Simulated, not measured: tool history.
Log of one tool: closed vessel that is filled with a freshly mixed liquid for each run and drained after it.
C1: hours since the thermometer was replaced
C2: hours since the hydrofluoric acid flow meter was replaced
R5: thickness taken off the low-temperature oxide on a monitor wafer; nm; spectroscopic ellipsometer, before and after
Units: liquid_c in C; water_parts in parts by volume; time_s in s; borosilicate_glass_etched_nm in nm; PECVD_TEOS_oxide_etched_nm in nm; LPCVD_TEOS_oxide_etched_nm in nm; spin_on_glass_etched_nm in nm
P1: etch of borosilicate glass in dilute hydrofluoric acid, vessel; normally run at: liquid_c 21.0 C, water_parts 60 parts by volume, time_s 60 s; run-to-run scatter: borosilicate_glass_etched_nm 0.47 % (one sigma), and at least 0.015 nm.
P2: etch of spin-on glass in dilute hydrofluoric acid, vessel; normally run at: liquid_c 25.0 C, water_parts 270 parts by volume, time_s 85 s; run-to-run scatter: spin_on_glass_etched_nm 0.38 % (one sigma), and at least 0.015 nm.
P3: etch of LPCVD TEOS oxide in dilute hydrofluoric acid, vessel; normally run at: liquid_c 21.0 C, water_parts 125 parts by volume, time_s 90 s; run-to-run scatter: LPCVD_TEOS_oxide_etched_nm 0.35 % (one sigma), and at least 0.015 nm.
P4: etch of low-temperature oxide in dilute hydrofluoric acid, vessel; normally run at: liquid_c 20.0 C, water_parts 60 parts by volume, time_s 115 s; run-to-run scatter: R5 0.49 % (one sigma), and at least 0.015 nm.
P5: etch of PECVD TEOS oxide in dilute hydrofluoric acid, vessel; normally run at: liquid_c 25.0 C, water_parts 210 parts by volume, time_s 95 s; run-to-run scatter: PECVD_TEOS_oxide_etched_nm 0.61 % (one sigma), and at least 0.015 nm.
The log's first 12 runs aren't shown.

{"run": 13, "hour": 106.9, "process": "P2", "liquid_c": 25.0, "water_parts": 50, "time_s": 85, "C1": 635.6, "C2": 364.7, "spin_on_glass_etched_nm": 58.725}
{"run": 14, "hour": 113.1, "process": "P4", "liquid_c": 26.5, "water_parts": 60, "time_s": 115, "C1": 641.8, "C2": 370.9, "R5": 36.169}
{"run": 15, "hour": 120.9, "process": "P2", "liquid_c": 32.0, "water_parts": 270, "time_s": 85, "C1": 649.6, "C2": 378.7, "spin_on_glass_etched_nm": 10.679}
{"run": 16, "hour": 127.9, "process": "P1", "liquid_c": 17.0, "water_parts": 30, "time_s": 60, "C1": 656.6, "C2": 385.7, "borosilicate_glass_etched_nm": 32.298}
{"run": 17, "hour": 137.6, "process": "P1", "liquid_c": 21.0, "water_parts": 25, "time_s": 60, "C1": 666.3, "C2": 395.4, "borosilicate_glass_etched_nm": 46.61}
{"run": 18, "hour": 149.2, "process": "P5", "liquid_c": 25.0, "water_parts": 210, "time_s": 175, "C1": 677.9, "C2": 407.0, "PECVD_TEOS_oxide_etched_nm": 9.4831}
{"run": 19, "hour": 159.9, "process": "P5", "liquid_c": 30.0, "water_parts": 210, "time_s": 95, "C1": 688.6, "C2": 417.7, "PECVD_TEOS_oxide_etched_nm": 6.1286}
{"run": 20, "hour": 166.7, "process": "P4", "liquid_c": 20.0, "water_parts": 60, "time_s": 180, "C1": 695.4, "C2": 424.5, "R5": 43.766}
{"run": 21, "hour": 176.4, "process": "P2", "liquid_c": 25.0, "water_parts": 270, "time_s": 85, "C1": 705.1, "C2": 434.2, "spin_on_glass_etched_nm": 8.3877}
{"run": 22, "hour": 181.9, "process": "P4", "liquid_c": 20.0, "water_parts": 95, "time_s": 115, "C1": 710.6, "C2": 439.7, "R5": 16.914}
{"run": 23, "hour": 188.1, "process": "P1", "liquid_c": 21.0, "water_parts": 60, "time_s": 60, "C1": 716.8, "C2": 445.9, "borosilicate_glass_etched_nm": 18.738}
{"run": 24, "hour": 196.5, "process": "P1", "liquid_c": 17.0, "water_parts": 60, "time_s": 60, "C1": 725.2, "C2": 454.3, "borosilicate_glass_etched_nm": 15.783}
{"run": 25, "hour": 204.2, "process": "P1", "liquid_c": 21.0, "water_parts": 60, "time_s": 30, "C1": 732.9, "C2": 462.0, "borosilicate_glass_etched_nm": 9.2527}
{"run": 26, "hour": 215.1, "process": "P3", "liquid_c": 21.0, "water_parts": 55, "time_s": 90, "C1": 743.8, "C2": 472.9, "LPCVD_TEOS_oxide_etched_nm": 24.926}
{"run": 27, "hour": 225.3, "process": "P4", "liquid_c": 20.0, "water_parts": 60, "time_s": 115, "C1": 754.0, "C2": 483.1, "R5": 27.942}
{"run": 28, "hour": 235.3, "process": "P1", "liquid_c": 26.0, "water_parts": 60, "time_s": 60, "C1": 764.0, "C2": 493.1, "borosilicate_glass_etched_nm": 22.97}
{"run": 29, "hour": 242.9, "process": "P3", "liquid_c": 17.0, "water_parts": 125, "time_s": 90, "C1": 771.6, "C2": 500.7, "LPCVD_TEOS_oxide_etched_nm": 8.5857}
{"run": 30, "hour": 250.1, "process": "P3", "liquid_c": 21.0, "water_parts": 125, "time_s": 30, "C1": 778.8, "C2": 507.9, "LPCVD_TEOS_oxide_etched_nm": 3.352}
{"run": 31, "hour": 260.0, "process": "P1", "liquid_c": 21.0, "water_parts": 110, "time_s": 60, "C1": 788.7, "C2": 517.8, "borosilicate_glass_etched_nm": 9.6255}
{"run": 32, "hour": 266.9, "process": "P1", "liquid_c": 21.0, "water_parts": 60, "time_s": 60, "C1": 795.6, "C2": 524.7, "borosilicate_glass_etched_nm": 18.627}
{"run": 33, "hour": 276.7, "process": "P1", "liquid_c": 21.0, "water_parts": 60, "time_s": 60, "C1": 805.4, "C2": 534.5, "borosilicate_glass_etched_nm": 18.58}
{"run": 34, "hour": 285.4, "process": "P5", "liquid_c": 25.0, "water_parts": 210, "time_s": 95, "C1": 814.1, "C2": 543.2, "PECVD_TEOS_oxide_etched_nm": 5.2284}
{"run": 35, "hour": 293.7, "process": "P3", "liquid_c": 21.0, "water_parts": 125, "time_s": 90, "C1": 822.4, "C2": 551.5, "LPCVD_TEOS_oxide_etched_nm": 10.171}
{"run": 36, "hour": 302.6, "process": "P1", "liquid_c": 21.0, "water_parts": 60, "time_s": 60, "C1": 831.3, "C2": 560.4, "borosilicate_glass_etched_nm": 18.548}

Forecast run 37:
{"run": 37, "hour": 308.8, "process": "P1", "liquid_c": 21.0, "water_parts": 60, "time_s": 60, "C1": 837.5, "C2": 566.6, "borosilicate_glass_etched_nm": "?"}

{"run 37": {"borosilicate_glass_etched_nm": 18.959}}

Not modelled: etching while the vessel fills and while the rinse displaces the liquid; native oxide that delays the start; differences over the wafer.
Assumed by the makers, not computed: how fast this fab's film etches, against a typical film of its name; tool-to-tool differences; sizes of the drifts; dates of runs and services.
